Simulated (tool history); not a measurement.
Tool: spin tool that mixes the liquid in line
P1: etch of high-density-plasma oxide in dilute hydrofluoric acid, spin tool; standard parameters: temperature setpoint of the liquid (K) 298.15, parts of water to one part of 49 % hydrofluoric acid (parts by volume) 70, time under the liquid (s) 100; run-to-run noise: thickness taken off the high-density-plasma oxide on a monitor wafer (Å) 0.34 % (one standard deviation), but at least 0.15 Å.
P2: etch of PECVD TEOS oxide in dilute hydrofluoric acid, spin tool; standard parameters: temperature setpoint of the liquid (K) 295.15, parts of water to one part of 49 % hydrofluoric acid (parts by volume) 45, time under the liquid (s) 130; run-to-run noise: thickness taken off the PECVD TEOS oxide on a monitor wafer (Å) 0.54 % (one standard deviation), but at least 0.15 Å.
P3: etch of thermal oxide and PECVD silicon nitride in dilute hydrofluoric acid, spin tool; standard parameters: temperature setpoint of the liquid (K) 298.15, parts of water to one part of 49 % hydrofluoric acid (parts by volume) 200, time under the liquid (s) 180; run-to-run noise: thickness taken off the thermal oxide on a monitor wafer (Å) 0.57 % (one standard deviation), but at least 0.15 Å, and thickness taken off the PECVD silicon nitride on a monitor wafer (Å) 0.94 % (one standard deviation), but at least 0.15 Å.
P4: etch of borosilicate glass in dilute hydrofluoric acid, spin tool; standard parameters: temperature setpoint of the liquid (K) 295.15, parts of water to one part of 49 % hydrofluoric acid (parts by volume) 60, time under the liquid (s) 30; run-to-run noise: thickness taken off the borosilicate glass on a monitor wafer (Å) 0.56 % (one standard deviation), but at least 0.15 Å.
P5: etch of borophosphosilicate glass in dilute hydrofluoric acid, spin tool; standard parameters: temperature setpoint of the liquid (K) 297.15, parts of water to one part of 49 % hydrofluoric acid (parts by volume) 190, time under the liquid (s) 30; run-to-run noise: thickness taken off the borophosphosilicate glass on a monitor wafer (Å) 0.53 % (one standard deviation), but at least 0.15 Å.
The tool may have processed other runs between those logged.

| run | hour | process that ran | temperature setpoint of the liquid (K) | parts of water to one part of 49 % hydrofluoric acid (parts by volume) | time under the liquid (s) | hours since the thermometer was replaced | hours since the hydrofluoric acid flow meter was replaced | thickness taken off the high-density-plasma oxide on a monitor wafer (Å) | thickness taken off the thermal oxide on a monitor wafer (Å) | thickness taken off the PECVD silicon nitride on a monitor wafer (Å) | thickness taken off the borophosphosilicate glass on a monitor wafer (Å) | thickness taken off the borosilicate glass on a monitor wafer (Å) | thickness taken off the PECVD TEOS oxide on a monitor wafer (Å) |
|---|---|---|---|---|---|---|---|---|---|---|---|---|---|
| 1 | 16.4 | P1 | 298.15 | 70 | 100 | 339.9 | 103.6 | 86.06 |  |  |  |  |  |
| 2 | 29.4 | P3 | 290.15 | 200 | 180 | 352.9 | 116.6 |  | 28.012 | 15.263 |  |  |  |
| 3 | 37.3 | P5 | 297.15 | 65 | 30 | 360.8 | 124.5 |  |  |  | 128.95 |  |  |
| 4 | 53.7 | P4 | 295.15 | 60 | 30 | 377.2 | 140.9 |  |  |  |  | 109.18 |  |
| 5 | 63 | P1 | 302.65 | 110 | 100 | 386.5 | 150.2 | 61.684 |  |  |  |  |  |
| 6 | 74.2 | P5 | 302.65 | 190 | 30 | 397.7 | 161.4 |  |  |  | 46.549 |  |  |
| 7 | 86.4 | P1 | 293.15 | 40 | 100 | 409.9 | 173.6 | 126.55 |  |  |  |  |  |
| 8 | 102.7 | P5 | 297.15 | 190 | 30 | 426.2 | 189.9 |  |  |  | 38.14 |  |  |
|  | 115.1 | thermometer replaced |
| 9 | 115.2 | P2 | 301.15 | 45 | 130 | 0.1 | 202.4 |  |  |  |  |  | 408.5 |
| 10 | 130.6 | P3 | 298.15 | 200 | 65 | 15.5 | 217.8 |  | 13.559 | 9.3248 |  |  |  |
| 11 | 139.2 | P4 | 303.65 | 60 | 30 | 24.1 | 226.4 |  |  |  |  | 152.21 |  |
| 12 | 148.8 | P2 | 295.15 | 80 | 130 | 33.7 | 236 |  |  |  |  |  | 172.16 |
| 13 | 162.8 | P4 | 295.15 | 60 | 50 | 47.7 | 250 |  |  |  |  | 183.81 |  |
| 14 | 170.4 | P1 | 290.65 | 70 | 100 | 55.3 | 257.6 | 62.836 |  |  |  |  |  |
| 15 | 186.9 | P3 | 298.15 | 200 | 180 | 71.8 | 274.1 |  | 38.371 | 26.069 |  |  |  |
| 16 | 197 | P1 | 298.15 | 40 | 100 | 81.9 | 284.2 | 155.38 |  |  |  |  |  |
| 17 | 208.9 | P2 | 295.15 | 45 | 130 | 93.8 | 296.1 |  |  |  |  |  | 318.23 |
| 18 | 224.3 | P5 | 297.15 | 190 | 15 | 109.2 | 311.5 |  |  |  | 18.77 |  |  |
| 19 | 236.1 | P1 | 298.15 | 70 | 100 | 121 | 323.3 | 85.024 |  |  |  |  |  |
| 20 | 247.1 | P3 | 298.15 | 335 | 180 | 132 | 334.3 |  | 19.666 | 15.351 |  |  |  |
| 21 | 258.3 | P1 | 298.15 | 70 | 100 | 143.2 | 345.5 | 85.123 |  |  |  |  |  |
| 22 | 268.2 | P1 | 303.65 | 70 | 100 | 153.1 | 355.4 | 106.23 |  |  |  |  |  |
| 23 | 278.8 | P1 | 298.15 | 70 | 15 | 163.7 | 366 | 12.751 |  |  |  |  |  |
| 24 | 295.9 | P2 | 295.15 | 45 | 130 | 180.8 | 383.1 |  |  |  |  |  | 318.87 |
| 25 | 307.1 | P2 | 295.15 | 45 | 225 | 192 | 394.3 |  |  |  |  |  | 548.08 |
| 26 | 322.6 | P3 | 298.15 | 200 | 180 | 207.5 | 409.8 |  | 37.249 | 25.908 |  |  |  |
| 27 | 333.9 | P1 | 292.65 | 100 | 100 | 218.8 | 421.1 | 46.116 |  |  |  |  |  |
| 28 | 341.4 | P1 | 298.15 | 70 | 100 | 226.3 | 428.6 | 85.54 |  |  |  |  |  |
| 29 | 357.5 | P1 | 298.15 | 70 | 160 | 242.4 | 444.7 | 136.54 |  |  |  |  |  |
| 30 | 369 | P1 | 298.15 | 100 | 100 | 253.9 | 456.2 | 57.358 |  |  |  |  |  |
| 31 | 385.6 | P4 | 295.15 | 90 | 30 | 270.5 | 472.8 |  |  |  |  | 70.357 |  |
| 32 | 398.2 | P1 | 298.15 | 70 | 100 | 283.1 | 485.4 | 86.005 |  |  |  |  |  |
| 33 | 412.7 | P1 | 298.15 | 70 | 100 | 297.6 | 499.9 | 85.753 |  |  |  |  |  |
| 34 | 424.9 | P1 | 298.15 | 70 | 100 | 309.8 | 512.1 | 85.259 |  |  |  |  |  |
| 35 | 438.1 | P1 | 298.15 | 70 | 100 | 323 | 525.3 | 83.063 |  |  |  |  |  |
| 36 | 453.5 | P1 | 298.15 | 70 | 100 | 338.4 | 540.7 | 81.344 |  |  |  |  |  |
| 37 | 468.1 | P1 | 298.15 | 70 | 100 | 353 | 555.3 | 79.909 |  |  |  |  |  |
| 38 | 484.2 | P1 | 298.15 | 70 | 100 | 369.1 | 571.4 | 78.62 |  |  |  |  |  |
| 39 | 493.7 | P1 | 298.15 | 70 | 100 | 378.6 | 580.9 | 78.75 |  |  |  |  |  |
| 40 | 509.4 | P1 | 298.15 | 70 | 100 | 394.3 | 596.6 | 78.115 |  |  |  |  |  |
| 41 | 523.7 | P1 | 298.15 | 70 | 100 | 408.6 | 610.9 | 77.955 |  |  |  |  |  |
| 42 | 536.9 | P1 | 298.15 | 70 | 100 | 421.8 | 624.1 | 77.358 |  |  |  |  |  |
| 43 | 553.7 | P1 | 298.15 | 70 | 100 | 438.6 | 640.9 | 77.812 |  |  |  |  |  |
| 44 | 565.6 | P1 | 298.15 | 70 | 100 | 450.5 | 652.8 | 77.427 |  |  |  |  |  |

What P1 gives has crept away from where it was. These 2 causes fit the log equally well, each at the size given:
A: liquid colder than its thermometer reads (K) = 2.41
B: hydrofluoric acid flow below the setpoint (%) = 8.52
The process output started creeping at around hour 424.9.

The list below offers 4 check runs, each averaging the results of 5 wafers, and shows each result as a question mark. For which of them would the listed causes give clearly different results?
| check 1 | 577.5 | P4 | 303.15 | 60 | 45 |  |  |  |  |  |  | ? |  |
| check 2 | 577.5 | P2 | 295.15 | 75 | 130 |  |  |  |  |  |  |  | ? |
| check 3 | 577.5 | P5 | 297.15 | 80 | 15 |  |  |  |  |  | ? |  |  |
| check 4 | 577.5 | P3 | 290.65 | 200 | 90 |  |  |  | ? | ? |  |  |  |

How each check would come out, cause by cause:
| check | result | if A | if B |
|---|---|---|---|
| check 1 | thickness taken off the borosilicate glass on a monitor wafer (Å) | 205.72 | 205.13 |
| check 2 | thickness taken off the PECVD TEOS oxide on a monitor wafer (Å) | 166.67 | 167.07 |
| check 3 | thickness taken off the borophosphosilicate glass on a monitor wafer (Å) | 46.491 | 46.467 |
| check 4 | thickness taken off the thermal oxide on a monitor wafer (Å) | 12.865 | 12.746 |
| check 4 | thickness taken off the PECVD silicon nitride on a monitor wafer (Å) | 6.79 | 7.342 |
Separation of the two closest causes in each check, using whichever result separates them best: check 1 0.29 %; check 2 0.24 %; check 3 0.05 %; check 4 7.82 %
Only in check 4 would the causes give clearly different results; in the remaining checks their results would be nearly the same.

The results of check 4 are: thickness taken off the thermal oxide on a monitor wafer (Å) 12.756; thickness taken off the PECVD silicon nitride on a monitor wafer (Å) 7.3487. Based on these, which of the listed causes is it?

The cause is B: hydrofluoric acid flow below the setpoint (%).
